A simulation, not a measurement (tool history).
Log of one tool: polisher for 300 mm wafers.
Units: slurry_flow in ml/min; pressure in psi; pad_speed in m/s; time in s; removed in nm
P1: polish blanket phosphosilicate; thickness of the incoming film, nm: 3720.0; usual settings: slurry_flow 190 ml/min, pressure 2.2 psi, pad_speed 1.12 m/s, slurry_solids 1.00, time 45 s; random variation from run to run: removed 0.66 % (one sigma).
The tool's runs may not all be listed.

| run | hour | slurry_flow | pressure | pad_speed | slurry_solids | time | removed |
|---|---|---|---|---|---|---|---|
| 1 | 7.4 | 190 | 2.2 | 1.12 | 1.00 | 45 | 249.70 |
| 2 | 11.9 | 190 | 2.2 | 1.12 | 1.00 | 45 | 251.15 |
| 3 | 21.9 | 190 | 2.2 | 1.64 | 1.00 | 45 | 340.16 |
| 4 | 27.3 | 190 | 2.2 | 0.62 | 1.00 | 45 | 155.70 |
| 5 | 35.6 | 190 | 2.2 | 1.12 | 1.00 | 24 | 134.27 |
| 6 | 42.9 | 190 | 2.2 | 1.12 | 1.00 | 62 | 340.07 |
| 7 | 52.7 | 190 | 2.2 | 1.12 | 1.00 | 45 | 252.61 |
|  | 53.2 | conditioning disc replaced and pad reconditioned |
| 8 | 62.6 | 190 | 2.2 | 1.12 | 1.00 | 45 | 254.14 |
| 9 | 70.4 | 190 | 2.2 | 1.12 | 1.00 | 45 | 251.66 |
| 10 | 77.2 | 300 | 2.2 | 1.12 | 1.00 | 45 | 265.12 |
| 11 | 81.8 | 190 | 2.2 | 1.12 | 0.55 | 45 | 181.25 |
| 12 | 87.1 | 190 | 2.2 | 1.12 | 1.45 | 45 | 292.35 |
| 13 | 96.2 | 125 | 2.2 | 1.12 | 1.00 | 45 | 231.59 |
| 14 | 104.1 | 190 | 3.0 | 1.12 | 1.00 | 45 | 340.82 |
| 15 | 113.5 | 190 | 3.1 | 1.12 | 1.00 | 21 | 163.70 |
| 16 | 123.5 | 190 | 1.0 | 1.12 | 1.00 | 45 | 114.21 |
| 17 | 129.3 | 190 | 2.2 | 1.12 | 1.00 | 45 | 249.98 |
| 18 | 134.5 | 190 | 2.2 | 1.12 | 1.00 | 45 | 245.46 |
| 19 | 143.9 | 190 | 2.2 | 1.12 | 1.00 | 45 | 234.60 |

The next listed run, before its measurement:
| 20 | 148.6 | 190 | 2.2 | 1.12 | 1.00 | 45 | ? |

removed: 232.73 nm
